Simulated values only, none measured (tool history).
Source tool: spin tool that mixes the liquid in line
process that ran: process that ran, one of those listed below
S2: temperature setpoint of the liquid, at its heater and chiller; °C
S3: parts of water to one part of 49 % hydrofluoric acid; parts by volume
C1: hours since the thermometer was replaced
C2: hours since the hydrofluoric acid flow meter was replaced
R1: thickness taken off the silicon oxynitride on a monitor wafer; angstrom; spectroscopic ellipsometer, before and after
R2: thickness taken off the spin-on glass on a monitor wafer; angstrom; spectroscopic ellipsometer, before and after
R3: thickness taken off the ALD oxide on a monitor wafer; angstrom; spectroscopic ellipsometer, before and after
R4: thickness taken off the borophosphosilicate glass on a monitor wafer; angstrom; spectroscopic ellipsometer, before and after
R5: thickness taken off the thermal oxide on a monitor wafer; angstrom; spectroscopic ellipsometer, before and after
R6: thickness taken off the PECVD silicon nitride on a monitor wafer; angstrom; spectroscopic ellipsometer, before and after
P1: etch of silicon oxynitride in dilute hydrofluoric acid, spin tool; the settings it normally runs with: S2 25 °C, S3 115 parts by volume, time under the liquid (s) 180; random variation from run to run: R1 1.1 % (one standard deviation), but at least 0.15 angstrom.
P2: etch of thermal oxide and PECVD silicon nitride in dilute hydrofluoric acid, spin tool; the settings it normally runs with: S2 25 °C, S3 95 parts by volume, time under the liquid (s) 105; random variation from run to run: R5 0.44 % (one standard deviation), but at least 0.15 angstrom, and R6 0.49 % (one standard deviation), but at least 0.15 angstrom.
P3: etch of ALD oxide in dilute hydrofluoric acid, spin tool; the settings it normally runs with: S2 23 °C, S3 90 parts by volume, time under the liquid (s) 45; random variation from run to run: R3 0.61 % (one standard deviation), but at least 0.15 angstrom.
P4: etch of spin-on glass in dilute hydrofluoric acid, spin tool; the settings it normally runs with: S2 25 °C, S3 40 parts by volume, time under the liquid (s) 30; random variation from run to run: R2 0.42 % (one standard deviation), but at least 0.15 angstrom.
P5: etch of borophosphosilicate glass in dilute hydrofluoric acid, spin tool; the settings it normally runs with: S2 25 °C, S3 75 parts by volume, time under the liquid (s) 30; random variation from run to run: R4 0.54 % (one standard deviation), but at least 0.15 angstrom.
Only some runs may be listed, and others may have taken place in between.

Run 1, hour 5.3: process that ran P1, S2 25 °C, S3 115 parts by volume, time under the liquid (s) 180; C1 135.9; C2 131.5. Result: R1 23.3850 angstrom.
Run 2, hour 11.0: process that ran P1, S2 25 °C, S3 115 parts by volume, time under the liquid (s) 180; C1 141.6; C2 137.2. Result: R1 22.9260 angstrom.
Run 3, hour 21.0: process that ran P4, S2 25 °C, S3 40 parts by volume, time under the liquid (s) 30; C1 151.6; C2 147.2. Result: R2 405.12 angstrom.
Run 4, hour 27.7: process that ran P4, S2 25 °C, S3 40 parts by volume, time under the liquid (s) 55; C1 158.3; C2 153.9. Result: R2 733.50 angstrom.
Run 5, hour 39.2: process that ran P1, S2 19 °C, S3 115 parts by volume, time under the liquid (s) 180; C1 169.8; C2 165.4. Result: R1 17.4010 angstrom.
Run 6, hour 49.2: process that ran P3, S2 23 °C, S3 90 parts by volume, time under the liquid (s) 45; C1 179.8; C2 175.4. Result: R3 49.974 angstrom.
Run 7, hour 59.0: process that ran P5, S2 25 °C, S3 20 parts by volume, time under the liquid (s) 30; C1 189.6; C2 185.2. Result: R4 451.460 angstrom.
Run 8, hour 67.2: process that ran P2, S2 25 °C, S3 95 parts by volume, time under the liquid (s) 105; C1 197.8; C2 193.4. Result: R5 51.022 angstrom, R6 46.269 angstrom.
Run 9, hour 78.4: process that ran P5, S2 18 °C, S3 75 parts by volume, time under the liquid (s) 30; C1 209.0; C2 204.6. Result: R4 84.621 angstrom.
Run 10, hour 86.5: process that ran P3, S2 23 °C, S3 90 parts by volume, time under the liquid (s) 15; C1 217.1; C2 212.7. Result: R3 16.654 angstrom.
Run 11, hour 97.2: process that ran P1, S2 25 °C, S3 115 parts by volume, time under the liquid (s) 40; C1 227.8; C2 223.4. Result: R1 5.3275 angstrom.
Run 12, hour 104.4: process that ran P1, S2 30 °C, S3 115 parts by volume, time under the liquid (s) 180; C1 235.0; C2 230.6. Result: R1 29.6070 angstrom.
Run 13, hour 109.7: process that ran P5, S2 25 °C, S3 75 parts by volume, time under the liquid (s) 15; C1 240.3; C2 235.9. Result: R4 57.046 angstrom.
Run 14, hour 115.8: process that ran P1, S2 25 °C, S3 115 parts by volume, time under the liquid (s) 180; C1 246.4; C2 242.0. Result: R1 23.1080 angstrom.
Run 15, hour 122.7: process that ran P5, S2 25 °C, S3 75 parts by volume, time under the liquid (s) 30; C1 253.3; C2 248.9. Result: R4 113.570 angstrom.
Run 16, hour 127.8: process that ran P4, S2 25 °C, S3 20 parts by volume, time under the liquid (s) 30; C1 258.4; C2 254.0. Result: R2 825.92 angstrom.
Run 17, hour 135.6: process that ran P2, S2 25 °C, S3 55 parts by volume, time under the liquid (s) 105; C1 266.2; C2 261.8. Result: R5 93.657 angstrom, R6 79.579 angstrom.
Run 18, hour 143.5: process that ran P4, S2 25 °C, S3 40 parts by volume, time under the liquid (s) 30; C1 274.1; C2 269.7. Result: R2 401.23 angstrom.
Run 19, hour 152.1: process that ran P2, S2 25 °C, S3 95 parts by volume, time under the liquid (s) 160; C1 282.7; C2 278.3. Result: R5 77.221 angstrom, R6 71.639 angstrom.
Run 20, hour 163.2: process that ran P1, S2 25 °C, S3 40 parts by volume, time under the liquid (s) 275; C1 293.8; C2 289.4. Result: R1 109.3300 angstrom.
Run 21, hour 174.7: process that ran P3, S2 23 °C, S3 160 parts by volume, time under the liquid (s) 45; C1 305.3; C2 300.9. Result: R3 25.842 angstrom.
Run 22, hour 180.3: process that ran P3, S2 29 °C, S3 90 parts by volume, time under the liquid (s) 45; C1 310.9; C2 306.5. Result: R3 63.302 angstrom.
Run 23, hour 191.6: process that ran P2, S2 19 °C, S3 95 parts by volume, time under the liquid (s) 105; C1 322.2; C2 317.8. Result: R5 40.184 angstrom, R6 31.322 angstrom.
Run 24, hour 199.2: process that ran P3, S2 23 °C, S3 90 parts by volume, time under the liquid (s) 45; C1 329.8; C2 325.4. Result: R3 50.143 angstrom.
Run 25, hour 209.0: process that ran P4, S2 21 °C, S3 40 parts by volume, time under the liquid (s) 30; C1 339.6; C2 335.2. Result: R2 337.79 angstrom.
Run 26, hour 214.2: process that ran P2, S2 25 °C, S3 95 parts by volume, time under the liquid (s) 105; C1 344.8; C2 340.4. Result: R5 50.926 angstrom, R6 46.480 angstrom.
Run 27, hour 220.4: process that ran P1, S2 25 °C, S3 115 parts by volume, time under the liquid (s) 180; C1 351.0; C2 346.6. Result: R1 23.8140 angstrom.
Run 28, hour 227.1: process that ran P1, S2 25 °C, S3 115 parts by volume, time under the liquid (s) 180; C1 357.7; C2 353.3. Result: R1 23.4050 angstrom.
Run 29, hour 234.0: process that ran P1, S2 25 °C, S3 170 parts by volume, time under the liquid (s) 180; C1 364.6; C2 360.2. Result: R1 15.0970 angstrom.
Run 30, hour 240.2: process that ran P1, S2 25 °C, S3 115 parts by volume, time under the liquid (s) 345; C1 370.8; C2 366.4. Result: R1 44.7060 angstrom.
Run 31, hour 247.0: process that ran P1, S2 25 °C, S3 70 parts by volume, time under the liquid (s) 180; C1 377.6; C2 373.2. Result: R1 40.2000 angstrom.
Run 32, hour 257.6: process that ran P1, S2 25 °C, S3 115 parts by volume, time under the liquid (s) 180; C1 388.2; C2 383.8. Result: R1 23.2010 angstrom.
Run 33, hour 268.2: process that ran P1, S2 25 °C, S3 115 parts by volume, time under the liquid (s) 180; C1 398.8; C2 394.4. Result: R1 22.4170 angstrom.
Run 34, hour 276.3: process that ran P1, S2 25 °C, S3 115 parts by volume, time under the liquid (s) 180; C1 406.9; C2 402.5. Result: R1 21.6350 angstrom.
Run 35, hour 287.3: process that ran P1, S2 25 °C, S3 115 parts by volume, time under the liquid (s) 180; C1 417.9; C2 413.5. Result: R1 21.0390 angstrom.
Run 36, hour 297.2: process that ran P1, S2 25 °C, S3 115 parts by volume, time under the liquid (s) 180; C1 427.8; C2 423.4. Result: R1 21.7370 angstrom.
Run 37, hour 305.4: process that ran P1, S2 25 °C, S3 115 parts by volume, time under the liquid (s) 180; C1 436.0; C2 431.6. Result: R1 21.2710 angstrom.
Run 38, hour 311.8: process that ran P1, S2 25 °C, S3 115 parts by volume, time under the liquid (s) 180; C1 442.4; C2 438.0. Result: R1 21.1100 angstrom.
Run 39, hour 318.6: process that ran P1, S2 25 °C, S3 115 parts by volume, time under the liquid (s) 180; C1 449.2; C2 444.8. Result: R1 21.4700 angstrom.
Run 40, hour 326.7: process that ran P1, S2 25 °C, S3 115 parts by volume, time under the liquid (s) 180; C1 457.3; C2 452.9. Result: R1 20.8480 angstrom.
Run 41, hour 332.4: process that ran P1, S2 25 °C, S3 115 parts by volume, time under the liquid (s) 180; C1 463.0; C2 458.6. Result: R1 20.9900 angstrom.
Run 42, hour 338.7: process that ran P1, S2 25 °C, S3 115 parts by volume, time under the liquid (s) 180; C1 469.3; C2 464.9. Result: R1 21.2700 angstrom.
Run 43, hour 344.4: process that ran P1, S2 25 °C, S3 115 parts by volume, time under the liquid (s) 180; C1 475.0; C2 470.6. Result: R1 20.9290 angstrom.

The log shows P1 creeping away from where it was. Any of the 2 causes listed here, at the size stated for it, fits the log just as well as the others:
A: hydrofluoric acid flow below the setpoint (%) = 8.33
B: liquid colder than its thermometer reads (K) = 2.05
Onset of the creep was near hour 257.6.

The check runs listed below each take one wafer, and their results are still question marks. Under which run would the listed causes lead to clearly different results?
Run check 1, hour 350.1: process that ran P4, S2 25 °C, S3 40 parts by volume, time under the liquid (s) 30. Result: R2 ?.
Run check 2, hour 350.1: process that ran P2, S2 25 °C, S3 95 parts by volume, time under the liquid (s) 105. Result: R5 ?, R6 ?.
Run check 3, hour 350.1: process that ran P3, S2 23 °C, S3 90 parts by volume, time under the liquid (s) 45. Result: R3 ?.
Run check 4, hour 350.1: process that ran P5, S2 25 °C, S3 75 parts by volume, time under the liquid (s) 30. Result: R4 ?.

What every check run would give for each of its results, assuming each possible cause in turn:
  check  result     if A     if B
check 1      R2   366.55   369.04
check 2      R5   46.154   46.911
check 2      R6   42.756   40.698
check 3      R3   45.510   46.133
check 4      R4  102.620  103.980
How far apart the two closest causes lie, in the result that separates them most: check 1 0.68 %; check 2 4.93 %; check 3 1.36 %; check 4 1.31 %
The other checks would show nearly matching results whichever cause is true, so check 2 is the only one that separates the causes.

Check 2 has now been run. It gave: R5 46.610 angstrom; R6 42.790 angstrom. Which of the candidate causes is it?

Of the candidate causes, it is A: hydrofluoric acid flow below the setpoint (%).
